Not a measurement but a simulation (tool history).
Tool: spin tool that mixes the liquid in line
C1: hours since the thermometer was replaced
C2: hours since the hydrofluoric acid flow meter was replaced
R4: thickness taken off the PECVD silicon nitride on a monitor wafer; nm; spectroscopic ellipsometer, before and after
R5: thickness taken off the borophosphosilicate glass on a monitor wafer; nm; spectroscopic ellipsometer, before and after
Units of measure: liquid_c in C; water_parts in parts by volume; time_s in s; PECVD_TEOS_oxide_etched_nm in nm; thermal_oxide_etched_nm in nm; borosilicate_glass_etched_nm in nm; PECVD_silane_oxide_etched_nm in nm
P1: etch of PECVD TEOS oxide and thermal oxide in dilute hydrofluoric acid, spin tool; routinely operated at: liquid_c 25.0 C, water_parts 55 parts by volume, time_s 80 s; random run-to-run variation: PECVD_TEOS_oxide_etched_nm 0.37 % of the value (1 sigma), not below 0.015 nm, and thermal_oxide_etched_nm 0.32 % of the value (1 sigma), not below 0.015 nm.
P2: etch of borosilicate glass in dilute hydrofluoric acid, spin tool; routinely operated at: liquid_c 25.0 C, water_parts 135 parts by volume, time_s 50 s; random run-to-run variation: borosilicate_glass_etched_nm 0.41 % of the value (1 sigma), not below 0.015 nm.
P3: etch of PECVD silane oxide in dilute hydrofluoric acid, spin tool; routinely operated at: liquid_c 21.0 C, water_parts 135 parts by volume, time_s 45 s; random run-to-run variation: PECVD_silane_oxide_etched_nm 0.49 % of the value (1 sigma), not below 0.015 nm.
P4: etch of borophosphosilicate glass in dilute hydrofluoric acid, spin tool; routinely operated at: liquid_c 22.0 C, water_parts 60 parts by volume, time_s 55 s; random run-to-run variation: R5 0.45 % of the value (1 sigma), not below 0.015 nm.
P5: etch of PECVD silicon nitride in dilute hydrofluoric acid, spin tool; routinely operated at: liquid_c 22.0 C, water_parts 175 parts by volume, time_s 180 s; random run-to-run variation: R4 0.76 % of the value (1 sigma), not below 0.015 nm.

Run 1, hour 11.3: process P1, liquid_c 25.0 C, water_parts 55 parts by volume, time_s 80 s; C1 1145.2; C2 444.7. Result: PECVD_TEOS_oxide_etched_nm 15.8730 nm, thermal_oxide_etched_nm 7.8604 nm.
Run 2, hour 28.1: process P2, liquid_c 25.0 C, water_parts 135 parts by volume, time_s 50 s; C1 1162.0; C2 461.5. Result: borosilicate_glass_etched_nm 10.4040 nm.
Run 3, hour 37.0: process P5, liquid_c 30.5 C, water_parts 175 parts by volume, time_s 180 s; C1 1170.9; C2 470.4. Result: R4 5.08850 nm.
Run 4, hour 47.0: process P5, liquid_c 22.0 C, water_parts 30 parts by volume, time_s 180 s; C1 1180.9; C2 480.4. Result: R4 16.94600 nm.
Run 5, hour 62.0: process P1, liquid_c 25.0 C, water_parts 20 parts by volume, time_s 80 s; C1 1195.9; C2 495.4. Result: PECVD_TEOS_oxide_etched_nm 45.7420 nm, thermal_oxide_etched_nm 22.8620 nm.
Run 6, hour 78.7: process P1, liquid_c 25.0 C, water_parts 55 parts by volume, time_s 80 s; C1 1212.6; C2 512.1. Result: PECVD_TEOS_oxide_etched_nm 15.9230 nm, thermal_oxide_etched_nm 7.8672 nm.
Run 7, hour 93.9: process P2, liquid_c 25.0 C, water_parts 135 parts by volume, time_s 20 s; C1 1227.8; C2 527.3. Result: borosilicate_glass_etched_nm 4.1942 nm.
Run 8, hour 103.3: process P1, liquid_c 25.0 C, water_parts 55 parts by volume, time_s 165 s; C1 1237.2; C2 536.7. Result: PECVD_TEOS_oxide_etched_nm 32.8000 nm, thermal_oxide_etched_nm 16.3480 nm.
Run 9, hour 113.5: process P4, liquid_c 22.0 C, water_parts 60 parts by volume, time_s 55 s; C1 1247.4; C2 546.9. Result: R5 52.941 nm.
Run 10, hour 122.4: process P3, liquid_c 21.0 C, water_parts 135 parts by volume, time_s 45 s; C1 1256.3; C2 555.8. Result: PECVD_silane_oxide_etched_nm 7.5371 nm.
Run 11, hour 130.6: process P1, liquid_c 18.0 C, water_parts 55 parts by volume, time_s 80 s; C1 1264.5; C2 564.0. Result: PECVD_TEOS_oxide_etched_nm 11.8400 nm, thermal_oxide_etched_nm 5.9232 nm.
Run 12, hour 138.6: process P4, liquid_c 28.5 C, water_parts 60 parts by volume, time_s 55 s; C1 1272.5; C2 572.0. Result: R5 68.938 nm.
Run 13, hour 147.4: process P1, liquid_c 25.0 C, water_parts 80 parts by volume, time_s 15 s; C1 1281.3; C2 580.8. Result: PECVD_TEOS_oxide_etched_nm 1.9613 nm, thermal_oxide_etched_nm 1.0016 nm.
At hour 149.9: hydrofluoric acid flow meter replaced.
Run 14, hour 159.1: process P1, liquid_c 25.0 C, water_parts 55 parts by volume, time_s 40 s; C1 1293.0; C2 9.2. Result: PECVD_TEOS_oxide_etched_nm 7.9332 nm, thermal_oxide_etched_nm 3.9811 nm.
Run 15, hour 172.4: process P1, liquid_c 25.0 C, water_parts 55 parts by volume, time_s 80 s; C1 1306.3; C2 22.5. Result: PECVD_TEOS_oxide_etched_nm 15.8470 nm, thermal_oxide_etched_nm 7.8865 nm.
Run 16, hour 189.2: process P3, liquid_c 21.0 C, water_parts 135 parts by volume, time_s 20 s; C1 1323.1; C2 39.3. Result: PECVD_silane_oxide_etched_nm 3.3490 nm.
Run 17, hour 198.8: process P1, liquid_c 25.0 C, water_parts 55 parts by volume, time_s 80 s; C1 1332.7; C2 48.9. Result: PECVD_TEOS_oxide_etched_nm 15.8990 nm, thermal_oxide_etched_nm 7.8388 nm.
Run 18, hour 212.0: process P5, liquid_c 22.0 C, water_parts 175 parts by volume, time_s 30 s; C1 1345.9; C2 62.1. Result: R4 0.48631 nm.
Run 19, hour 228.6: process P2, liquid_c 25.0 C, water_parts 135 parts by volume, time_s 50 s; C1 1362.5; C2 78.7. Result: borosilicate_glass_etched_nm 10.3710 nm.
Run 20, hour 243.7: process P1, liquid_c 29.5 C, water_parts 80 parts by volume, time_s 80 s; C1 1377.6; C2 93.8. Result: PECVD_TEOS_oxide_etched_nm 12.6220 nm, thermal_oxide_etched_nm 6.2619 nm.
Run 21, hour 255.0: process P1, liquid_c 25.0 C, water_parts 55 parts by volume, time_s 80 s; C1 1388.9; C2 105.1. Result: PECVD_TEOS_oxide_etched_nm 15.8020 nm, thermal_oxide_etched_nm 7.9115 nm.
Run 22, hour 262.5: process P1, liquid_c 21.0 C, water_parts 20 parts by volume, time_s 80 s; C1 1396.4; C2 112.6. Result: PECVD_TEOS_oxide_etched_nm 38.7600 nm, thermal_oxide_etched_nm 19.3130 nm.
Run 23, hour 271.5: process P1, liquid_c 31.0 C, water_parts 55 parts by volume, time_s 80 s; C1 1405.4; C2 121.6. Result: PECVD_TEOS_oxide_etched_nm 20.1020 nm, thermal_oxide_etched_nm 10.0560 nm.
Run 24, hour 278.8: process P5, liquid_c 22.0 C, water_parts 175 parts by volume, time_s 180 s; C1 1412.7; C2 128.9. Result: R4 3.00230 nm.
Run 25, hour 294.9: process P3, liquid_c 17.0 C, water_parts 135 parts by volume, time_s 45 s; C1 1428.8; C2 145.0. Result: PECVD_silane_oxide_etched_nm 6.3642 nm.
At hour 309.2: thermometer replaced.
Run 26, hour 309.7: process P4, liquid_c 22.0 C, water_parts 60 parts by volume, time_s 15 s; C1 0.6; C2 159.8. Result: R5 14.512 nm.
Run 27, hour 319.6: process P2, liquid_c 30.5 C, water_parts 135 parts by volume, time_s 50 s; C1 10.5; C2 169.7. Result: borosilicate_glass_etched_nm 12.8250 nm.
Run 28, hour 331.7: process P3, liquid_c 21.0 C, water_parts 65 parts by volume, time_s 45 s; C1 22.6; C2 181.8. Result: PECVD_silane_oxide_etched_nm 16.7810 nm.
Run 29, hour 340.5: process P1, liquid_c 25.0 C, water_parts 95 parts by volume, time_s 80 s; C1 31.4; C2 190.6. Result: PECVD_TEOS_oxide_etched_nm 8.7041 nm, thermal_oxide_etched_nm 4.3906 nm.

For run 30, what comes out?
Run 30, hour 354.9: process P2, liquid_c 25.0 C, water_parts 200 parts by volume, time_s 50 s; C1 45.8; C2 205.0. Result: borosilicate_glass_etched_nm ?.

{"run 30": {"borosilicate_glass_etched_nm": 6.5276}}

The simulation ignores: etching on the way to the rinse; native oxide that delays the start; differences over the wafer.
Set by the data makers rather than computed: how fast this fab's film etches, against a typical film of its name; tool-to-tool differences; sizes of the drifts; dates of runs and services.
